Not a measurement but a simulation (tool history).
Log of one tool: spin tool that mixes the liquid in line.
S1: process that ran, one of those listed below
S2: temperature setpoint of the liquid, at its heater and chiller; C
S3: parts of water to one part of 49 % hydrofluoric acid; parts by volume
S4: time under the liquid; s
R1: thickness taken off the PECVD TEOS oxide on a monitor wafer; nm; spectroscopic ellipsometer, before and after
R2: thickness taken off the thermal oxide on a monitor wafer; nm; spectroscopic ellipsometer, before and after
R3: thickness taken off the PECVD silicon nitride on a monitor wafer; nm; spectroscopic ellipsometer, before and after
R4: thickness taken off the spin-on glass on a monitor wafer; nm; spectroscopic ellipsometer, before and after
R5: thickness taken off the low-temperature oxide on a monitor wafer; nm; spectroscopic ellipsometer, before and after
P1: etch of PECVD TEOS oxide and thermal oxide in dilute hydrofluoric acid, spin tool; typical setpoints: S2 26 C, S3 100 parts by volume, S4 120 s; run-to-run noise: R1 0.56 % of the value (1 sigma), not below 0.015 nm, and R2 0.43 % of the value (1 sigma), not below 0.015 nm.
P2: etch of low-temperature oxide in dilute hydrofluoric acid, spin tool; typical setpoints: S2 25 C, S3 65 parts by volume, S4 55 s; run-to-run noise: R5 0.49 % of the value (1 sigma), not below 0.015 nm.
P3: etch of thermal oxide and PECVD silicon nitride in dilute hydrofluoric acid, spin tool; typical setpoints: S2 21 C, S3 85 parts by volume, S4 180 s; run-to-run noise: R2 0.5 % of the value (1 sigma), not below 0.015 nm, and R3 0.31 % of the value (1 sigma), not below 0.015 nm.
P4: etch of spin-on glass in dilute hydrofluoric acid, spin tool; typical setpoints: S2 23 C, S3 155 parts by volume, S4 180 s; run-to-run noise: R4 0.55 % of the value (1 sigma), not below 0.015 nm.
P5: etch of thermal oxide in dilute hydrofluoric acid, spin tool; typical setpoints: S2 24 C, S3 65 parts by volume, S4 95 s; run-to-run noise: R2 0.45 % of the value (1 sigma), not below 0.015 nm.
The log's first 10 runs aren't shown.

| run | hour | S1 | S2 | S3 | S4 | R1 | R2 | R3 | R4 | R5 |
|---|---|---|---|---|---|---|---|---|---|---|
| 11 | 115 | P5 | 24 | 65 | 160 |  | 11.853 |  |  |  |
| 12 | 124.4 | P4 | 23 | 155 | 325 |  |  |  | 38.552 |  |
| 13 | 133.7 | P1 | 26 | 30 | 120 | 62.656 | 23.735 |  |  |  |
| 14 | 141 | P2 | 25 | 20 | 55 |  |  |  |  | 33.783 |
| 15 | 148.9 | P1 | 26 | 100 | 120 | 16.979 | 6.4647 |  |  |  |
| 16 | 158.4 | P3 | 17 | 85 | 180 |  | 6.8349 | 6.1042 |  |  |
| 17 | 165.5 | P1 | 26 | 35 | 175 | 77.682 | 29.628 |  |  |  |
| 18 | 173.2 | P4 | 27 | 155 | 180 |  |  |  | 24.749 |  |
| 19 | 179.5 | P2 | 31.5 | 65 | 55 |  |  |  |  | 12.755 |
| 20 | 192.7 | P2 | 25 | 65 | 55 |  |  |  |  | 9.794 |
| 21 | 204 | P4 | 23 | 155 | 180 |  |  |  | 21.131 |  |
| 22 | 212.8 | P2 | 25 | 65 | 15 |  |  |  |  | 2.6618 |
| 23 | 222.9 | P1 | 26 | 100 | 120 | 16.819 | 6.4776 |  |  |  |
| 24 | 235 | P1 | 26 | 100 | 220 | 31.45 | 12.047 |  |  |  |
| 25 | 245.8 | P1 | 29.5 | 100 | 120 | 19.419 | 7.4029 |  |  |  |

The next listed run, before its measurement:
| 26 | 254.9 | P3 | 21 | 85 | 180 |  | ? | ? |  |  |

{"run 26": {"R2": 8.0901, "R3": 8.0053}}
